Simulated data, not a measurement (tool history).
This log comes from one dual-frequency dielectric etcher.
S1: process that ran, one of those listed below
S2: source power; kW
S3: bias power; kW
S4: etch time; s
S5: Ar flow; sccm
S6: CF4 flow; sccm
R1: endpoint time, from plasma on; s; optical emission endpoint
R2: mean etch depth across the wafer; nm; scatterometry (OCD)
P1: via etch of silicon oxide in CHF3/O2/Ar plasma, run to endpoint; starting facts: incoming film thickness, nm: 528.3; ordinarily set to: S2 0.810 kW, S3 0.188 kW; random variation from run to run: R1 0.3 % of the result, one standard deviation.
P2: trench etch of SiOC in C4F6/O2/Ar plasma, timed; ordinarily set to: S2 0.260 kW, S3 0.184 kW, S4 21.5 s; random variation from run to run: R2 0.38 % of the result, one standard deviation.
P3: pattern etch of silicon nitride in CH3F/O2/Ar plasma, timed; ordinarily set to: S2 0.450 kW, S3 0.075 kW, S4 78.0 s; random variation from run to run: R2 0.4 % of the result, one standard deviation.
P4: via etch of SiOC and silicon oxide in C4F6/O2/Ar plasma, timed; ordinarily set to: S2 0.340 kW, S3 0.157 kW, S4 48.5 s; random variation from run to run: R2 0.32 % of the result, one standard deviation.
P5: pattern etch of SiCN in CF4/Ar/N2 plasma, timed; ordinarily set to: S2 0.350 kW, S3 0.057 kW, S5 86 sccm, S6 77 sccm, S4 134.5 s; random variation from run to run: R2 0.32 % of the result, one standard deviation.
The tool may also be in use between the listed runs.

run   hour  S1     S2     S3     S4   S5  S6      R1       R2
  1    5.6  P1  0.810  0.188                  232.82
  2   10.6  P2  0.350  0.184   21.5                    43.145
  3   15.2  P5  0.350  0.057  134.5  108  77           86.099
  4   19.9  P4  0.220  0.157   48.5                    42.248
  5   26.2  P1  0.810  0.188                  232.74
  6   29.7  P1  0.810  0.188                  231.78
  7   35.2  P1  0.810  0.245                  211.63
  8   40.9  P5  0.210  0.057  134.5   86  77           56.736
  9   44.4  P2  0.260  0.184   15.0                    26.609
 10   50.1  P1  0.810  0.188                  232.38
 11   54.5  P3  0.450  0.075   78.0                    58.006
      57.4  -- wet clean of the chamber
 12   58.4  P1  0.810  0.128                  261.69
 13   64.6  P1  0.590  0.188                  262.32
 14   68.0  P1  1.120  0.252                  184.80
 15   71.5  P1  0.810  0.188                  232.09
 16   77.3  P2  0.260  0.184   21.5                    38.404
 17   82.8  P4  0.340  0.221   48.5                    56.197
 18   86.0  P3  0.450  0.104   78.0                    65.839
 19   91.2  P4  0.340  0.157   29.5                    30.516
 20   96.2  P1  0.810  0.188                  232.56
 21  101.7  P5  0.350  0.057  134.5   86  77           88.347
 22  105.6  P2  0.260  0.107   21.5                    32.367
 23  111.1  P1  1.090  0.188                  208.02
 24  115.2  P3  0.450  0.075   78.0                    58.377
 25  121.5  P3  0.450  0.075  101.0                    75.505
 26  125.5  P5  0.350  0.057  134.5   86  95           91.129
 27  132.0  P3  0.320  0.075   78.0                    51.441
 28  138.5  P4  0.340  0.157   48.5                    50.324
 29  143.7  P5  0.350  0.037  134.5   86  77           78.057
 30  146.7  P5  0.350  0.057  192.0   86  77          127.240
 31  153.1  P1  0.810  0.188                  232.58
 32  158.3  P1  0.810  0.188                  232.97
 33  164.5  P1  0.810  0.188                  229.81
 34  168.9  P1  0.810  0.188                  229.87
     171.0  -- wet clean of the chamber
 35  174.5  P1  0.810  0.188                  230.86
 36  177.3  P1  0.810  0.188                  228.53
 37  181.3  P1  0.810  0.188                  230.49
 38  184.3  P1  0.810  0.188                  229.81
 39  188.5  P1  0.810  0.188                  229.43

The log shows P1 creeping away from where it was. Any of the 2 causes listed here, at the size stated for it, fits the log just as well as the others:
A: source power that arrives over what is set, % = 4
B: bias power that arrives over what is set, % = 4.62
The creep began at about hour 158.3.
Excluded causes, each with its reason:
chamber walls in a state that raises the etch rate, %: was serviced at hour 171.0, once the creep was under way, yet the earlier output never came back

Consider the 4 check runs below, whose results appear as question marks and each of which averages 2 wafers. Which one distinguishes the causes, in that each cause would give it a clearly different result?
check 1  192.7  P4  0.340  0.210   30.0               ?
check 2  192.7  P3  0.450  0.103   78.0               ?
check 3  192.7  P2  0.260  0.113   21.5               ?
check 4  192.7  P5  0.350  0.048  134.5  86  90       ?

If the cause were each of the candidates in turn, the checks would give the following:
  check  result    if A    if B
check 1      R2  34.695  34.702
check 2      R2  66.235  66.367
check 3      R2  33.470  33.396
check 4      R2  89.282  87.403
Per-check spread between the two closest causes, in the result where they differ most: check 1 0.02 %; check 2 0.2 %; check 3 0.22 %; check 4 2.13 %
Check 4 tells the causes apart: in the others they would give nearly the same result.

Check 4 was then run and gave: R2 89.374 nm. Which cause is it?

The correct cause is A, namely: source power that arrives over what is set, %.
